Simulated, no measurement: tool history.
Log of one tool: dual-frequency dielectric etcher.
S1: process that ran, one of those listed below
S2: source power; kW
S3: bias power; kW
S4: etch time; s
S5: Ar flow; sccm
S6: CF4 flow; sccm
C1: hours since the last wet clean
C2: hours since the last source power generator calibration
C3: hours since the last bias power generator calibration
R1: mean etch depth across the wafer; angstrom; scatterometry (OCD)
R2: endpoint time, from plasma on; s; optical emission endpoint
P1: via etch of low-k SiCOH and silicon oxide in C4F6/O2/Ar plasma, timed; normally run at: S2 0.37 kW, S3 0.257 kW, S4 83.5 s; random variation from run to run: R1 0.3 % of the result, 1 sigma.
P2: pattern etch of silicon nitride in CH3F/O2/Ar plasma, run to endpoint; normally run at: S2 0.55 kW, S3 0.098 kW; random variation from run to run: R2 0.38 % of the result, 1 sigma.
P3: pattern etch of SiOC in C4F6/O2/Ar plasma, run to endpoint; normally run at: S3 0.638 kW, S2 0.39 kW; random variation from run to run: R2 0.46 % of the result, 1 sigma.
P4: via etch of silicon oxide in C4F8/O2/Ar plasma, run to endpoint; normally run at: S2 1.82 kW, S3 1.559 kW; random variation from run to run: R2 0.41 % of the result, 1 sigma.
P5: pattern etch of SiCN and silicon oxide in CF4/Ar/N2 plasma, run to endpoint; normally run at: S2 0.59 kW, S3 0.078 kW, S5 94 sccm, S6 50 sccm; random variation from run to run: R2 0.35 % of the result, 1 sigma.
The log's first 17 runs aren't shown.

run,hour,S1,S2,S3,S4,S5,S6,C1,C2,C3,R1,R2
18,87.3,P5,0.59,0.078,,94,50,306.8,3651.3,755,,14.987
19,92.3,P1,0.37,0.257,83.5,,,311.8,3656.3,760,2564.2,
20,96.2,P5,0.8,0.078,,94,50,315.7,3660.2,763.9,,11.402
21,102.5,P5,0.59,0.078,,61,50,322,3666.5,770.2,,13.915
22,109.4,P1,0.37,0.333,46,,,328.9,3673.4,777.1,1536.9,
23,113.7,P5,0.59,0.078,,94,61,333.2,3677.7,781.4,,14.443
24,117.4,P1,0.37,0.257,83.5,,,336.9,3681.4,785.1,2538.3,
25,122.5,P1,0.25,0.339,83.5,,,342,3686.5,790.2,2433.6,
26,128.1,P5,0.59,0.102,,94,50,347.6,3692.1,795.8,,13.535

Run 27 comes next. What will it give?
27,131.5,P4,1.82,1.559,,,,351,3695.5,799.2,,?

R2: 377.05 s
